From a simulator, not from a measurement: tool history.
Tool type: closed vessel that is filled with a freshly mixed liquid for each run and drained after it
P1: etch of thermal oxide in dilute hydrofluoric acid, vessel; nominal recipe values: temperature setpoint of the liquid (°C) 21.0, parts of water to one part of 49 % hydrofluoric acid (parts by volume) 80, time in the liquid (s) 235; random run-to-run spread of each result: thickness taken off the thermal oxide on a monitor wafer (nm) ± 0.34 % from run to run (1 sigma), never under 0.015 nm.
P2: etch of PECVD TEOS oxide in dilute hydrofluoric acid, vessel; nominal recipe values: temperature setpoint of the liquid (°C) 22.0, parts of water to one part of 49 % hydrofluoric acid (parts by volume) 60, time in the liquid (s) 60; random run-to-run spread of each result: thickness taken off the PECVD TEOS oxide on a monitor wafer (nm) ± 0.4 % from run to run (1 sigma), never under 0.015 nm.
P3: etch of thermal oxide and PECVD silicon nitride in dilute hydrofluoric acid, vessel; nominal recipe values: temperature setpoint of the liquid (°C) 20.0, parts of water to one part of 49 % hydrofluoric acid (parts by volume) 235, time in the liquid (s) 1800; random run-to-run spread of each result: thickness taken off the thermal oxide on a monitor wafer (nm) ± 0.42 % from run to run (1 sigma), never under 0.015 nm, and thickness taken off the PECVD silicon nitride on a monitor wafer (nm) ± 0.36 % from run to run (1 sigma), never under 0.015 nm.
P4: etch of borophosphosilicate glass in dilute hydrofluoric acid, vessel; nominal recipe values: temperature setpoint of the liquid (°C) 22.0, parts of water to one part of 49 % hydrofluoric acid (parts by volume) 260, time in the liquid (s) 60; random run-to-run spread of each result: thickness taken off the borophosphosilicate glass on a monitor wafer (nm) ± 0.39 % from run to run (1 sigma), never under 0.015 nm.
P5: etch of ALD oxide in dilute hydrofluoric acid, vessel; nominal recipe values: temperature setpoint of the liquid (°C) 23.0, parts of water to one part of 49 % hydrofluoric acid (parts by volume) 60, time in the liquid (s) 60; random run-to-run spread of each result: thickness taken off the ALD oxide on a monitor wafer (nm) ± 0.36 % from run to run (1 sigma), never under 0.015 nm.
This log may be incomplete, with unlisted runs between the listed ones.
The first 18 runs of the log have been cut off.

run  hour  process that ran  temperature setpoint of the liquid (°C)  parts of water to one part of 49 % hydrofluoric acid (parts by volume)  time in the liquid (s)  hours since the thermometer was replaced  hours since the hydrofluoric acid flow meter was replaced  thickness taken off the thermal oxide on a monitor wafer (nm)  thickness taken off the PECVD TEOS oxide on a monitor wafer (nm)  thickness taken off the borophosphosilicate glass on a monitor wafer (nm)  thickness taken off the PECVD silicon nitride on a monitor wafer (nm)  thickness taken off the ALD oxide on a monitor wafer (nm)
 19  59.1                P5                                     31.5                                                                      60                      60                                    2267.0                                                      463.6                                                                                                                                                                                                                                                                                                                                        18.624
 20  62.6                P1                                     21.0                                                                     125                     235                                    2270.5                                                      467.1                                                         7.8235
 21  65.1                P4                                     22.0                                                                     260                     105                                    2273.0                                                      469.6                                                                                                                                                                                                      17.702
 22  68.0                P5                                     23.0                                                                      60                      60                                    2275.9                                                      472.5                                                                                                                                                                                                                                                                                                                                        13.193
 23  69.8                P3                                     20.0                                                                     235                    1800                                    2277.7                                                      474.3                                                        25.6010                                                                                                                                                                                                              34.727
 24  72.4                P2                                     22.0                                                                      20                      60                                    2280.3                                                      476.9                                                                                                                           74.071
 25  74.9                P3                                     20.0                                                                     235                     565                                    2282.8                                                      479.4                                                         8.0906                                                                                                                                                                                                              10.888
 26  77.0                P5                                     23.0                                                                      60                      60                                    2284.9                                                      481.5                                                                                                                                                                                                                                                                                                                                        13.249
 27  79.7                P2                                     22.0                                                                      60                      60                                    2287.6                                                      484.2                                                                                                                           23.536
 28  82.5                P1                                     21.0                                                                      80                     380                                    2290.4                                                      487.0                                                        20.9540

What does the tool deliver on the next run?
 29  84.4                P4                                     22.0                                                                     260                      60                                    2292.3                                                      488.9                                                                                                                                                                                                           ?

{"run 29": {"thickness taken off the borophosphosilicate glass on a monitor wafer (nm)": 10.154}}
